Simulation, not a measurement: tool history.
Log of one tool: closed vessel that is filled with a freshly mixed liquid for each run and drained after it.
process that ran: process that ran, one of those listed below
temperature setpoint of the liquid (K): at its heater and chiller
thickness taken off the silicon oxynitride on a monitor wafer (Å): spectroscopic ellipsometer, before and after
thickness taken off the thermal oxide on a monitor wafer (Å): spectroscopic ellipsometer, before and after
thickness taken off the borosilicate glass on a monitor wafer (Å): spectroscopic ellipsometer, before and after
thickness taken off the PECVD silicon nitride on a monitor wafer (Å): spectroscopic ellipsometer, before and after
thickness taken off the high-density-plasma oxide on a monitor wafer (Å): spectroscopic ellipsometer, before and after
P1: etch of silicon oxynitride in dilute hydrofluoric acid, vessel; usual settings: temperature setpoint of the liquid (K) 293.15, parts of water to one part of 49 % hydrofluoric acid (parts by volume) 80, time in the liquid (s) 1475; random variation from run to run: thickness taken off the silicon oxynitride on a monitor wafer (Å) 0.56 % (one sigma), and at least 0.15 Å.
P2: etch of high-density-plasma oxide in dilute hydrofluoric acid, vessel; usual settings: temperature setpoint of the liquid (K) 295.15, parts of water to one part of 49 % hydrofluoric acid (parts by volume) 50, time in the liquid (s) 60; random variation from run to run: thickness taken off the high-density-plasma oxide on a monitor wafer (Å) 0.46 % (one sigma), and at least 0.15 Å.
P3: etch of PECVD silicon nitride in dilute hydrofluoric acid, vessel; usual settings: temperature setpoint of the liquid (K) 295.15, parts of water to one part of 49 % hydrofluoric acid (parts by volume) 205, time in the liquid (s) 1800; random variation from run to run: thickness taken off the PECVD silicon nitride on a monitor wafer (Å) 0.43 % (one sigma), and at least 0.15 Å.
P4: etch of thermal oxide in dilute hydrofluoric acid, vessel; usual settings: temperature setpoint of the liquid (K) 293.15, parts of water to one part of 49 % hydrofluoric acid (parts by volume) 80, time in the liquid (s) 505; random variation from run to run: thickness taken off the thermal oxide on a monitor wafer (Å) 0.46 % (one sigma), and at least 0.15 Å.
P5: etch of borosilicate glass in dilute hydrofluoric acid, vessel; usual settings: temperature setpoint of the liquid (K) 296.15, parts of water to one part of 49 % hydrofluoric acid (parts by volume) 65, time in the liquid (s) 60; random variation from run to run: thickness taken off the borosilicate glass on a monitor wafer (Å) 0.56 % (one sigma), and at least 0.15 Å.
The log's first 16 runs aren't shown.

run   hour  process that ran  temperature setpoint of the liquid (K)  parts of water to one part of 49 % hydrofluoric acid (parts by volume)  time in the liquid (s)  thickness taken off the silicon oxynitride on a monitor wafer (Å)  thickness taken off the thermal oxide on a monitor wafer (Å)  thickness taken off the borosilicate glass on a monitor wafer (Å)  thickness taken off the PECVD silicon nitride on a monitor wafer (Å)  thickness taken off the high-density-plasma oxide on a monitor wafer (Å)
 17  197.1                P1                                  293.15                                                                     135                     125                                                             10.733
 18  210.3                P5                                  292.65                                                                      65                      60                                                                                                                                                                                              177.08
 19  218.0                P5                                  296.15                                                                      20                      60                                                                                                                                                                                              702.63
 20  229.9                P2                                  295.15                                                                      50                      60                                                                                                                                                                                                                                                                                                                                              83.388
 21  237.7                P1                                  299.15                                                                      80                    1475                                                            299.280
 22  251.0                P2                                  295.15                                                                      20                      60                                                                                                                                                                                                                                                                                                                                             216.110
 23  263.9                P1                                  293.15                                                                      80                    1475                                                            219.870
 24  271.0                P2                                  295.15                                                                      50                      95                                                                                                                                                                                                                                                                                                                                             132.960
 25  277.7                P2                                  290.15                                                                      50                      60                                                                                                                                                                                                                                                                                                                                              67.254
 26  291.7                P4                                  290.15                                                                      80                     505                                                                                                                           230.83
 27  304.2                P1                                  290.15                                                                     105                    1475                                                            144.290

The next listed run, before its measurement:
 28  319.4                P1                                  293.15                                                                      80                    1475                                                                  ?

thickness taken off the silicon oxynitride on a monitor wafer (Å): 219.920
